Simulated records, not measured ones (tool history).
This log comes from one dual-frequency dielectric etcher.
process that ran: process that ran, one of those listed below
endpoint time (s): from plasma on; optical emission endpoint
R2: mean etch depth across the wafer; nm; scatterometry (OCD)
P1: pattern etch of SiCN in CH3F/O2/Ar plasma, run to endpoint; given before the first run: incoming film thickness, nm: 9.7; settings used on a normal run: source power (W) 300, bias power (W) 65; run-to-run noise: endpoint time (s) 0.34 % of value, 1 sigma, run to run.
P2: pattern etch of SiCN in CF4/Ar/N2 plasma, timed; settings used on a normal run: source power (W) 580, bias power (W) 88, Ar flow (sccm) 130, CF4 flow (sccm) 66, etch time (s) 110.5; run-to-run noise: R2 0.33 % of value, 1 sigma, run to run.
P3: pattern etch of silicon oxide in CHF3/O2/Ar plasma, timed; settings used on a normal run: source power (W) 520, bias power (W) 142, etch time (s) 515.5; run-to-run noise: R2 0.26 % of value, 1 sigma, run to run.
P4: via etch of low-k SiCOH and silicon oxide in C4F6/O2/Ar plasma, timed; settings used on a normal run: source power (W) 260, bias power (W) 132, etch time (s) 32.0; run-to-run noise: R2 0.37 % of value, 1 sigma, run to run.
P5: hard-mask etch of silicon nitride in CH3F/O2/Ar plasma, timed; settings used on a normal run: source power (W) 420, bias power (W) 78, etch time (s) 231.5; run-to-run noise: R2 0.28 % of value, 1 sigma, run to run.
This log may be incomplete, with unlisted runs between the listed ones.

{"run": 1, "hour": 18.7, "process that ran": "P1", "source power (W)": 300, "bias power (W)": 65, "endpoint time (s)": 30.666}
{"run": 2, "hour": 37.5, "process that ran": "P3", "source power (W)": 520, "bias power (W)": 93, "etch time (s)": 515.5, "R2": 752.31}
{"run": 3, "hour": 52.8, "process that ran": "P1", "source power (W)": 300, "bias power (W)": 65, "endpoint time (s)": 30.56}
{"run": 4, "hour": 64.3, "process that ran": "P1", "source power (W)": 300, "bias power (W)": 65, "endpoint time (s)": 30.724}
{"run": 5, "hour": 73.9, "process that ran": "P5", "source power (W)": 420, "bias power (W)": 78, "etch time (s)": 337.5, "R2": 255.67}
{"run": 6, "hour": 88.9, "process that ran": "P2", "source power (W)": 580, "bias power (W)": 88, "etch time (s)": 158.0, "Ar flow (sccm)": 130, "CF4 flow (sccm)": 66, "R2": 170.08}
{"run": 7, "hour": 98.3, "process that ran": "P2", "source power (W)": 580, "bias power (W)": 68, "etch time (s)": 110.5, "Ar flow (sccm)": 130, "CF4 flow (sccm)": 66, "R2": 107.33}
{"run": 8, "hour": 107.8, "process that ran": "P4", "source power (W)": 190, "bias power (W)": 132, "etch time (s)": 32.0, "R2": 50.967}
{"run": 9, "hour": 116.3, "process that ran": "P3", "source power (W)": 520, "bias power (W)": 142, "etch time (s)": 515.5, "R2": 857.15}
{"run": 10, "hour": 130.5, "process that ran": "P3", "source power (W)": 520, "bias power (W)": 142, "etch time (s)": 515.5, "R2": 859.27}
{"run": 11, "hour": 143.0, "process that ran": "P1", "source power (W)": 300, "bias power (W)": 52, "endpoint time (s)": 33.04}
{"run": 12, "hour": 152.1, "process that ran": "P4", "source power (W)": 260, "bias power (W)": 132, "etch time (s)": 41.5, "R2": 74.109}
{"run": 13, "hour": 165.6, "process that ran": "P2", "source power (W)": 580, "bias power (W)": 88, "etch time (s)": 110.5, "Ar flow (sccm)": 130, "CF4 flow (sccm)": 46, "R2": 112.34}
{"run": 14, "hour": 178.1, "process that ran": "P4", "source power (W)": 260, "bias power (W)": 132, "etch time (s)": 32.0, "R2": 57.029}
{"run": 15, "hour": 188.1, "process that ran": "P1", "source power (W)": 190, "bias power (W)": 65, "endpoint time (s)": 36.329}
{"run": 16, "hour": 196.6, "process that ran": "P1", "source power (W)": 410, "bias power (W)": 65, "endpoint time (s)": 27.3}
{"run": 17, "hour": 208.8, "process that ran": "P1", "source power (W)": 300, "bias power (W)": 91, "endpoint time (s)": 27.033}
{"run": 18, "hour": 220.1, "process that ran": "P1", "source power (W)": 300, "bias power (W)": 65, "endpoint time (s)": 30.615}
{"run": 19, "hour": 229.6, "process that ran": "P4", "source power (W)": 260, "bias power (W)": 97, "etch time (s)": 32.0, "R2": 52.543}
{"run": 20, "hour": 242.6, "process that ran": "P1", "source power (W)": 300, "bias power (W)": 65, "endpoint time (s)": 30.52}
{"run": 21, "hour": 260.6, "process that ran": "P3", "source power (W)": 520, "bias power (W)": 142, "etch time (s)": 643.5, "R2": 1068.0}
{"run": 22, "hour": 279.1, "process that ran": "P1", "source power (W)": 300, "bias power (W)": 65, "endpoint time (s)": 30.693}
{"run": 23, "hour": 289.4, "process that ran": "P4", "source power (W)": 260, "bias power (W)": 132, "etch time (s)": 32.0, "R2": 57.655}
{"run": 24, "hour": 301.4, "process that ran": "P2", "source power (W)": 720, "bias power (W)": 88, "etch time (s)": 110.5, "Ar flow (sccm)": 130, "CF4 flow (sccm)": 66, "R2": 142.63}
{"run": 25, "hour": 312.4, "process that ran": "P2", "source power (W)": 580, "bias power (W)": 88, "etch time (s)": 110.5, "Ar flow (sccm)": 158, "CF4 flow (sccm)": 66, "R2": 115.54}
{"run": 26, "hour": 326.6, "process that ran": "P3", "source power (W)": 730, "bias power (W)": 142, "etch time (s)": 515.5, "R2": 978.77}
{"run": 27, "hour": 343.8, "process that ran": "P5", "source power (W)": 420, "bias power (W)": 78, "etch time (s)": 231.5, "R2": 174.81}
{"run": 28, "hour": 352.2, "process that ran": "P1", "source power (W)": 300, "bias power (W)": 65, "endpoint time (s)": 30.457}
{"run": 29, "hour": 364.7, "process that ran": "P5", "source power (W)": 550, "bias power (W)": 78, "etch time (s)": 231.5, "R2": 194.2}
{"run": 30, "hour": 376.7, "process that ran": "P2", "source power (W)": 580, "bias power (W)": 88, "etch time (s)": 110.5, "Ar flow (sccm)": 130, "CF4 flow (sccm)": 66, "R2": 118.33}
{"run": 31, "hour": 387.9, "process that ran": "P1", "source power (W)": 420, "bias power (W)": 90, "endpoint time (s)": 23.982}
{"run": 32, "hour": 403.9, "process that ran": "P5", "source power (W)": 420, "bias power (W)": 95, "etch time (s)": 231.5, "R2": 187.76}
{"run": 33, "hour": 412.5, "process that ran": "P1", "source power (W)": 300, "bias power (W)": 65, "endpoint time (s)": 30.836}
{"run": 34, "hour": 429.9, "process that ran": "P1", "source power (W)": 300, "bias power (W)": 65, "endpoint time (s)": 30.374}
{"run": 35, "hour": 440.9, "process that ran": "P1", "source power (W)": 300, "bias power (W)": 65, "endpoint time (s)": 30.429}
{"run": 36, "hour": 449.7, "process that ran": "P1", "source power (W)": 300, "bias power (W)": 65, "endpoint time (s)": 30.37}
{"run": 37, "hour": 463.7, "process that ran": "P1", "source power (W)": 300, "bias power (W)": 65, "endpoint time (s)": 30.296}
{"run": 38, "hour": 474.7, "process that ran": "P1", "source power (W)": 300, "bias power (W)": 65, "endpoint time (s)": 30.2}
{"hour": 476.9, "done": "wet clean of the chamber"}
{"run": 39, "hour": 489.0, "process that ran": "P1", "source power (W)": 300, "bias power (W)": 65, "endpoint time (s)": 30.137}
{"run": 40, "hour": 507.9, "process that ran": "P1", "source power (W)": 300, "bias power (W)": 65, "endpoint time (s)": 30.076}
{"run": 41, "hour": 523.9, "process that ran": "P1", "source power (W)": 300, "bias power (W)": 65, "endpoint time (s)": 30.214}
{"run": 42, "hour": 539.0, "process that ran": "P1", "source power (W)": 300, "bias power (W)": 65, "endpoint time (s)": 29.982}

Compared with where it was, what P1 gives has crept away. Each cause listed below fits the log as well as the rest, at the size given for it:
A: bias power that arrives over what is set, % = 4.9
B: source power that arrives over what is set, % = 4.61
The gradual shift began around hour 412.5.
Each remaining cause and why it is not a fit:
chamber walls in a state that raises the etch rate, %: was serviced at hour 476.9, once the creep was under way, yet the earlier output never came back

4 check runs are offered, each on 2 wafers whose results are averaged, their results left as question marks. Which one tells the causes apart?
{"run": "check 1", "hour": 554.1, "process that ran": "P3", "source power (W)": 520, "bias power (W)": 142, "etch time (s)": 515.5, "R2": "?"}
{"run": "check 2", "hour": 554.1, "process that ran": "P2", "source power (W)": 580, "bias power (W)": 88, "etch time (s)": 110.5, "Ar flow (sccm)": 130, "CF4 flow (sccm)": 66, "R2": "?"}
{"run": "check 3", "hour": 554.1, "process that ran": "P5", "source power (W)": 420, "bias power (W)": 78, "etch time (s)": 231.5, "R2": "?"}
{"run": "check 4", "hour": 554.1, "process that ran": "P4", "source power (W)": 260, "bias power (W)": 132, "etch time (s)": 32.0, "R2": "?"}

Check results expected under each cause:
check=check_1 result=R2 if_A=870.890 if_B=872.540
check=check_2 result=R2 if_A=120.820 if_B=123.420
check=check_3 result=R2 if_A=178.030 if_B=178.080
check=check_4 result=R2 if_A=58.501 if_B=58.681
Minimum pairwise separation of causes per check, each pair taken at its best-separating result: check 1 0.19 %; check 2 2.13 %; check 3 0.03 %; check 4 0.31 %
Check 2 distinguishes between the causes, while the remaining checks would return nearly the same result for all of them.

Check 2 was then run and gave: R2 123.440 nm. Which cause is it?

It is B: source power that arrives over what is set, %.
